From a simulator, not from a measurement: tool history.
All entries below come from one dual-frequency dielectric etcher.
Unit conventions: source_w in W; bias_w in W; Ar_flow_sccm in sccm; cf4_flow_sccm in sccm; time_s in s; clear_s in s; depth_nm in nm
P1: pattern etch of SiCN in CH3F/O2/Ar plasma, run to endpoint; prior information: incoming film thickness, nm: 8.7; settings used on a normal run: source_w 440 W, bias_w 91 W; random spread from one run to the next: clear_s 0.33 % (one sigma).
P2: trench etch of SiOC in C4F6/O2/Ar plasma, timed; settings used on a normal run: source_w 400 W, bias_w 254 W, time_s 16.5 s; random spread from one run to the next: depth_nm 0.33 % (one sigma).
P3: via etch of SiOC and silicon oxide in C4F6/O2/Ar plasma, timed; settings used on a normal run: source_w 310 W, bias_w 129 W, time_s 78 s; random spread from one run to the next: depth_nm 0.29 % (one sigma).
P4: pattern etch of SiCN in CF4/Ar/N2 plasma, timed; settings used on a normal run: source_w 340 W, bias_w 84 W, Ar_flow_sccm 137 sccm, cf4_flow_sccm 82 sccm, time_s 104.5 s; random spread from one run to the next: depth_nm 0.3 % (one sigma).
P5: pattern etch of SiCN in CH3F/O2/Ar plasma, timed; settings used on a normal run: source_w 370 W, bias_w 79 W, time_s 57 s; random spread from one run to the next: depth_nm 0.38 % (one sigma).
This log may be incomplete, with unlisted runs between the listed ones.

run,day,process,source_w,bias_w,Ar_flow_sccm,cf4_flow_sccm,time_s,clear_s,depth_nm
1,0.304,P1,440,91,,,,20.688,
2,0.658,P4,340,84,137,82,58,,40.749
3,0.862,P2,400,254,,,11,,25.145
4,1.075,P1,530,76,,,,20.495,
5,1.492,P5,370,79,,,57,,21.386
6,1.883,P4,340,55,137,82,104.5,,62.94
7,2.083,P1,440,91,,,,20.787,
8,2.442,P1,610,110,,,,17.217,
9,2.779,P4,340,84,137,102,104.5,,75.156
10,3.071,P1,270,91,,,,24.85,
11,3.271,P5,370,79,,,57,,21.289
12,3.646,P1,440,91,,,,20.667,
13,3.95,P2,400,254,,,16.5,,37.462
14,4.3,P4,340,84,137,82,104.5,,72.974
15,4.604,P3,310,129,,,53,,50.048
16,4.983,P1,440,55,,,,24.7,
17,5.404,P1,440,91,,,,20.774,
18,5.646,P1,440,121,,,,18.581,
19,6.088,P2,400,169,,,16.5,,32.885
20,6.35,P5,370,48,,,57,,18.02
21,6.608,P1,570,91,,,,18.813,
22,6.929,P4,340,84,176,82,104.5,,70.849
23,7.15,P3,400,129,,,78,,81.473
24,7.438,P1,290,62,,,,27.795,
25,7.858,P1,440,91,,,,20.771,
26,8.288,P1,440,91,,,,20.851,
27,8.654,P4,410,84,137,82,104.5,,86.527
28,8.996,P5,370,79,,,82,,30.543
29,9.433,P3,310,129,,,78,,73.556
30,9.842,P5,480,79,,,57,,23.551
31,10.238,P3,310,99,,,78,,68.418
32,10.608,P2,240,254,,,16.5,,31.072
33,10.917,P1,440,91,,,,20.8,
34,11.254,P1,440,91,,,,20.984,
35,11.533,P1,440,91,,,,20.947,
36,11.812,P1,440,91,,,,20.926,
37,12.2,P1,440,91,,,,20.945,
38,12.508,P1,440,91,,,,21.153,
# day 12.754: wet clean of the chamber
39,12.879,P1,440,91,,,,21.02,
40,13.133,P1,440,91,,,,21.091,
41,13.533,P1,440,91,,,,21.033,

What P1 gives has crept away from where it was. These 2 causes fit the log equally well, each at the size given:
A: source power that arrives under what is set, % = 4.3
B: bias power that arrives under what is set, % = 4.35
At approximately day 10.917, the process output began to creep.
Ruled out, with reasons:
chamber walls in a state that lowers the etch rate, %: serviced at day 12.754, after the drift had started, without restoring the earlier output

Listed below are the offered check runs, one wafer per run, with question marks in place of results. For which of them would the causes give clearly different outcomes?
check 1,13.933,P5,370,49,,,57,,?
check 2,13.933,P3,380,129,,,78,,?
check 3,13.933,P2,290,254,,,13,,?
check 4,13.933,P4,340,84,137,82,60,,?

Check results expected under each cause:
check,result,if A,if B
check 1,depth_nm,17.809,17.855
check 2,depth_nm,78.454,78.775
check 3,depth_nm,25.804,25.838
check 4,depth_nm,40.4,41.288
Smallest distance between any two causes, each pair judged by its most separating result, in per cent: check 1 0.26 %; check 2 0.41 %; check 3 0.13 %; check 4 2.17 %
Check 4 distinguishes between the causes, while the remaining checks would return nearly the same result for all of them.

Check 4 has now been run. It gave: depth_nm 41.253 nm. Which of the candidate causes is it?

Of the candidate causes, it is B: bias power that arrives under what is set, %.
